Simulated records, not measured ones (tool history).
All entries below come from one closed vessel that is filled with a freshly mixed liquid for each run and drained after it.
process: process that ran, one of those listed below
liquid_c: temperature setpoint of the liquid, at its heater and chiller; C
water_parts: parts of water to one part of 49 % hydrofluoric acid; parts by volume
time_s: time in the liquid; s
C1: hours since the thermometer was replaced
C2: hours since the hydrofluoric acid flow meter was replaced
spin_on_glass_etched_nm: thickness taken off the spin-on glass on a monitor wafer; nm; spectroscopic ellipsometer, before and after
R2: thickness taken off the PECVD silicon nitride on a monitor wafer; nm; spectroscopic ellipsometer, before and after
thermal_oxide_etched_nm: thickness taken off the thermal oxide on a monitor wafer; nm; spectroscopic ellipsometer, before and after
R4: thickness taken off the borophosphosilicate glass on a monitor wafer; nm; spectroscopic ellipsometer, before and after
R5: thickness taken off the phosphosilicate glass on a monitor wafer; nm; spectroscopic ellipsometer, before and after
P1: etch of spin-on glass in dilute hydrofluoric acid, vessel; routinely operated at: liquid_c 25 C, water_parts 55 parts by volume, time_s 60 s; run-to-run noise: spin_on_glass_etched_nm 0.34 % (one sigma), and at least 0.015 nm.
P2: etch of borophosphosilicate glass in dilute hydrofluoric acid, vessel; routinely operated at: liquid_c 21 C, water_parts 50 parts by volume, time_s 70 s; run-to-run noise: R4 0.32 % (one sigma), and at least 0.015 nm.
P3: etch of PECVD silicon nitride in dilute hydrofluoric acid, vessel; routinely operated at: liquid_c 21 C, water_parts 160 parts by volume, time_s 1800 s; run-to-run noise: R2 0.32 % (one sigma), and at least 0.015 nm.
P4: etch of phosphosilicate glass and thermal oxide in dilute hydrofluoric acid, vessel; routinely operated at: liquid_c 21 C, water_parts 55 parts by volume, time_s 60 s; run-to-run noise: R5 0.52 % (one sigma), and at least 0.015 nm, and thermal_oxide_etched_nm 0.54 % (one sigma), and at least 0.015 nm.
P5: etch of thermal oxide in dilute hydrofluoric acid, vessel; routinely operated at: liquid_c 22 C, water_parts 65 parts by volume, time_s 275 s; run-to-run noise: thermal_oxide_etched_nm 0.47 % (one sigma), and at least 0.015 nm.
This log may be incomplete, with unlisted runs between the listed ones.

Run 1, day 0.521: process P1, liquid_c 25 C, water_parts 55 parts by volume, time_s 60 s; C1 1064.6; C2 963.9. Result: spin_on_glass_etched_nm 72.596 nm.
Run 2, day 1.142: process P3, liquid_c 28.5 C, water_parts 160 parts by volume, time_s 1800 s; C1 1079.5; C2 978.8. Result: R2 25.819 nm.
Run 3, day 1.654: process P1, liquid_c 20.5 C, water_parts 55 parts by volume, time_s 60 s; C1 1091.8; C2 991.1. Result: spin_on_glass_etched_nm 60.286 nm.
Run 4, day 2.017: process P5, liquid_c 27 C, water_parts 65 parts by volume, time_s 275 s; C1 1100.5; C2 999.8. Result: thermal_oxide_etched_nm 24.089 nm.
Run 5, day 2.388: process P1, liquid_c 25 C, water_parts 55 parts by volume, time_s 60 s; C1 1109.4; C2 1008.7. Result: spin_on_glass_etched_nm 72.716 nm.
Run 6, day 3.004: process P1, liquid_c 25 C, water_parts 105 parts by volume, time_s 60 s; C1 1124.2; C2 1023.5. Result: spin_on_glass_etched_nm 35.531 nm.
Run 7, day 3.346: process P2, liquid_c 21 C, water_parts 50 parts by volume, time_s 30 s; C1 1132.4; C2 1031.7. Result: R4 19.688 nm.
Run 8, day 3.979: process P3, liquid_c 21 C, water_parts 160 parts by volume, time_s 2900 s; C1 1147.6; C2 1046.9. Result: R2 25.682 nm.
Run 9, day 4.612: process P3, liquid_c 21 C, water_parts 160 parts by volume, time_s 1800 s; C1 1162.8; C2 1062.1. Result: R2 16.041 nm.
Run 10, day 5.354: process P4, liquid_c 17 C, water_parts 55 parts by volume, time_s 60 s; C1 1180.6; C2 1079.9. Result: thermal_oxide_etched_nm 4.1138 nm, R5 123.56 nm.
Run 11, day 5.925: process P5, liquid_c 22 C, water_parts 65 parts by volume, time_s 275 s; C1 1194.3; C2 1093.6. Result: thermal_oxide_etched_nm 19.605 nm.
Run 12, day 6.642: process P1, liquid_c 21 C, water_parts 55 parts by volume, time_s 30 s; C1 1211.5; C2 1110.8. Result: spin_on_glass_etched_nm 30.618 nm.
Run 13, day 7.079: process P4, liquid_c 21 C, water_parts 55 parts by volume, time_s 60 s; C1 1222; C2 1121.3. Result: thermal_oxide_etched_nm 4.9404 nm, R5 149.08 nm.
Run 14, day 7.462: process P1, liquid_c 25 C, water_parts 55 parts by volume, time_s 60 s; C1 1231.2; C2 1130.5. Result: spin_on_glass_etched_nm 72.451 nm.
Run 15, day 8.221: process P5, liquid_c 22 C, water_parts 65 parts by volume, time_s 275 s; C1 1249.4; C2 1148.7. Result: thermal_oxide_etched_nm 19.695 nm.
Run 16, day 8.821: process P4, liquid_c 21 C, water_parts 100 parts by volume, time_s 60 s; C1 1263.8; C2 1163.1. Result: thermal_oxide_etched_nm 2.5896 nm, R5 77.484 nm.
Run 17, day 9.5: process P1, liquid_c 25 C, water_parts 20 parts by volume, time_s 60 s; C1 1280.1; C2 1179.4. Result: spin_on_glass_etched_nm 208.71 nm.
Run 18, day 10.238: process P5, liquid_c 22 C, water_parts 30 parts by volume, time_s 275 s; C1 1297.8; C2 1197.1. Result: thermal_oxide_etched_nm 44.271 nm.
Run 19, day 10.871: process P2, liquid_c 21 C, water_parts 50 parts by volume, time_s 70 s; C1 1313; C2 1212.3. Result: R4 45.89 nm.
Run 20, day 11.275: process P2, liquid_c 28 C, water_parts 50 parts by volume, time_s 70 s; C1 1322.7; C2 1222. Result: R4 61.056 nm.
Run 21, day 11.812: process P1, liquid_c 25 C, water_parts 55 parts by volume, time_s 30 s; C1 1335.6; C2 1234.9. Result: spin_on_glass_etched_nm 36.156 nm.
Run 22, day 12.196: process P1, liquid_c 31.5 C, water_parts 55 parts by volume, time_s 60 s; C1 1344.8; C2 1244.1. Result: spin_on_glass_etched_nm 93.341 nm.
Run 23, day 12.925: process P1, liquid_c 25 C, water_parts 55 parts by volume, time_s 60 s; C1 1362.3; C2 1261.6. Result: spin_on_glass_etched_nm 72.476 nm.
Run 24, day 13.696: process P1, liquid_c 25 C, water_parts 55 parts by volume, time_s 115 s; C1 1380.8; C2 1280.1. Result: spin_on_glass_etched_nm 138.51 nm.
Run 25, day 14.312: process P2, liquid_c 21 C, water_parts 90 parts by volume, time_s 70 s; C1 1395.6; C2 1294.9. Result: R4 24.281 nm.
Run 26, day 14.825: process P5, liquid_c 22 C, water_parts 65 parts by volume, time_s 30 s; C1 1407.9; C2 1307.2. Result: thermal_oxide_etched_nm 2.1146 nm.
Run 27, day 15.496: process P3, liquid_c 21 C, water_parts 50 parts by volume, time_s 1800 s; C1 1424; C2 1323.3. Result: R2 49.971 nm.
Run 28, day 16.117: process P4, liquid_c 21 C, water_parts 55 parts by volume, time_s 60 s; C1 1438.9; C2 1338.2. Result: thermal_oxide_etched_nm 4.9387 nm, R5 148.53 nm.
Run 29, day 16.846: process P1, liquid_c 25 C, water_parts 55 parts by volume, time_s 60 s; C1 1456.4; C2 1355.7. Result: spin_on_glass_etched_nm 72.23 nm.
Run 30, day 17.583: process P4, liquid_c 21 C, water_parts 55 parts by volume, time_s 105 s; C1 1474.1; C2 1373.4. Result: thermal_oxide_etched_nm 8.5927 nm, R5 261.03 nm.
Run 31, day 18.342: process P1, liquid_c 25 C, water_parts 55 parts by volume, time_s 60 s; C1 1492.3; C2 1391.6. Result: spin_on_glass_etched_nm 72.155 nm.
Run 32, day 19.075: process P1, liquid_c 25 C, water_parts 55 parts by volume, time_s 60 s; C1 1509.9; C2 1409.2. Result: spin_on_glass_etched_nm 75.692 nm.
Run 33, day 19.562: process P1, liquid_c 25 C, water_parts 55 parts by volume, time_s 60 s; C1 1521.6; C2 1420.9. Result: spin_on_glass_etched_nm 77.273 nm.
Run 34, day 20.321: process P1, liquid_c 25 C, water_parts 55 parts by volume, time_s 60 s; C1 1539.8; C2 1439.1. Result: spin_on_glass_etched_nm 78.563 nm.
Run 35, day 20.771: process P1, liquid_c 25 C, water_parts 55 parts by volume, time_s 60 s; C1 1550.6; C2 1449.9. Result: spin_on_glass_etched_nm 78.758 nm.
Run 36, day 21.125: process P1, liquid_c 25 C, water_parts 55 parts by volume, time_s 60 s; C1 1559.1; C2 1458.4. Result: spin_on_glass_etched_nm 78.775 nm.
Run 37, day 21.7: process P1, liquid_c 25 C, water_parts 55 parts by volume, time_s 60 s; C1 1572.9; C2 1472.2. Result: spin_on_glass_etched_nm 78.88 nm.
Run 38, day 22.408: process P1, liquid_c 25 C, water_parts 55 parts by volume, time_s 60 s; C1 1589.9; C2 1489.2. Result: spin_on_glass_etched_nm 79.534 nm.

Something has made what P1 gives creep away from where it was; the 2 causes below, each at its own stated size, fit the log equally well:
A: liquid hotter than its thermometer reads (K) = 2.28
B: hydrofluoric acid flow above the setpoint (%) = 8.94
The onset of the drift is placed at about day 18.342.

4 check runs are offered, one wafer each, their results left as question marks. Which one tells the causes apart?
Run check 1, day 23.117: process P4, liquid_c 17.5 C, water_parts 55 parts by volume, time_s 60 s. Result: thermal_oxide_etched_nm ?, R5 ?.
Run check 2, day 23.117: process P5, liquid_c 22 C, water_parts 35 parts by volume, time_s 45 s. Result: thermal_oxide_etched_nm ?.
Run check 3, day 23.117: process P2, liquid_c 26.5 C, water_parts 90 parts by volume, time_s 70 s. Result: R4 ?.
Run check 4, day 23.117: process P3, liquid_c 28 C, water_parts 160 parts by volume, time_s 1800 s. Result: R2 ?.

Predicted outcomes, by check and by cause:
  check                   result    if A    if B
check 1  thermal_oxide_etched_nm  4.6774  4.6451
check 1                       R5   141.1  140.13
check 2  thermal_oxide_etched_nm  6.8072  6.7638
check 3                       R4  32.978  33.224
check 4                       R2  28.808  27.299
Gap, in per cent, between the two causes that each check separates least, read from the result that separates them most: check 1 0.69 %; check 2 0.64 %; check 3 0.74 %; check 4 5.38 %
The other checks would show nearly matching results whichever cause is true, so check 4 is the only one that separates the causes.

With check 4 done, the readings were: R2 27.431 nm. Identify which of the listed causes applies.

Of the candidate causes, it is B: hydrofluoric acid flow above the setpoint (%).
